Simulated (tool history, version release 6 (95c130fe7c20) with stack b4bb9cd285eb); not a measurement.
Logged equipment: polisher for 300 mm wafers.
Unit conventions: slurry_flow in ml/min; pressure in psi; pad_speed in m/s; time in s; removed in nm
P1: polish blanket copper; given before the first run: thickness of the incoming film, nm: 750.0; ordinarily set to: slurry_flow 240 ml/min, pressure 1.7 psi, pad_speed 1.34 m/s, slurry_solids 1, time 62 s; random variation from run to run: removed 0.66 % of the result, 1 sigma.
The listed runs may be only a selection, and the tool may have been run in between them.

run 1 hour=4.6 | slurry_flow=240 pressure=1.7 pad_speed=1.34 slurry_solids=1 time=62 | removed=129.76
run 2 hour=9.5 | slurry_flow=240 pressure=1.7 pad_speed=0.86 slurry_solids=1 time=62 | removed=82.723
run 3 hour=16.8 | slurry_flow=240 pressure=1.7 pad_speed=1.34 slurry_solids=1 time=62 | removed=131.05
run 4 hour=23 | slurry_flow=145 pressure=1.7 pad_speed=1.34 slurry_solids=1 time=62 | removed=121.98
-- hour=24.7 head pressure recalibrated
run 5 hour=30.7 | slurry_flow=240 pressure=1.7 pad_speed=1.34 slurry_solids=0.5 time=62 | removed=112.15
run 6 hour=36.5 | slurry_flow=165 pressure=1.7 pad_speed=1.96 slurry_solids=1 time=62 | removed=183.81
run 7 hour=41.7 | slurry_flow=320 pressure=1.7 pad_speed=1.34 slurry_solids=1 time=41 | removed=88.626
run 8 hour=46.1 | slurry_flow=240 pressure=1.7 pad_speed=1.34 slurry_solids=1.35 time=62 | removed=138.87
run 9 hour=51.4 | slurry_flow=340 pressure=1.7 pad_speed=1.34 slurry_solids=1 time=62 | removed=133.62
run 10 hour=57.2 | slurry_flow=240 pressure=1.7 pad_speed=1.34 slurry_solids=1 time=41 | removed=85.761
run 11 hour=66.7 | slurry_flow=240 pressure=1.7 pad_speed=1.34 slurry_solids=0.8 time=91 | removed=182.77
run 12 hour=73.9 | slurry_flow=240 pressure=1.7 pad_speed=1.34 slurry_solids=1 time=62 | removed=128.54
run 13 hour=83.6 | slurry_flow=240 pressure=1.2 pad_speed=1.34 slurry_solids=1 time=62 | removed=90.952
run 14 hour=88.1 | slurry_flow=240 pressure=1.7 pad_speed=1.34 slurry_solids=1 time=62 | removed=130.38
run 15 hour=97.1 | slurry_flow=240 pressure=1.7 pad_speed=2.1 slurry_solids=1 time=62 | removed=204.25
run 16 hour=105.5 | slurry_flow=240 pressure=1.7 pad_speed=1.34 slurry_solids=1 time=97 | removed=206.08
run 17 hour=110.3 | slurry_flow=240 pressure=1.7 pad_speed=1.34 slurry_solids=1 time=62 | removed=131.82
run 18 hour=116.4 | slurry_flow=240 pressure=2.3 pad_speed=1.34 slurry_solids=1 time=62 | removed=177.11
run 19 hour=121.1 | slurry_flow=240 pressure=1.7 pad_speed=1.34 slurry_solids=1 time=62 | removed=131.34
run 20 hour=129.3 | slurry_flow=240 pressure=1.7 pad_speed=1.34 slurry_solids=1 time=62 | removed=127.52
run 21 hour=136 | slurry_flow=240 pressure=1.7 pad_speed=1.34 slurry_solids=1 time=62 | removed=127.53
run 22 hour=143.1 | slurry_flow=240 pressure=1.7 pad_speed=1.34 slurry_solids=1 time=62 | removed=126.21
run 23 hour=147.7 | slurry_flow=240 pressure=1.7 pad_speed=1.34 slurry_solids=1 time=62 | removed=125.28
-- hour=152.8 head pressure recalibrated
run 24 hour=153.9 | slurry_flow=240 pressure=1.7 pad_speed=1.34 slurry_solids=1 time=62 | removed=124.09

What will run 25 give?
run 25 hour=159 | slurry_flow=240 pressure=1.7 pad_speed=1.34 slurry_solids=1 time=62 | removed=?

Run 25 yielded removed 123.9 nm.
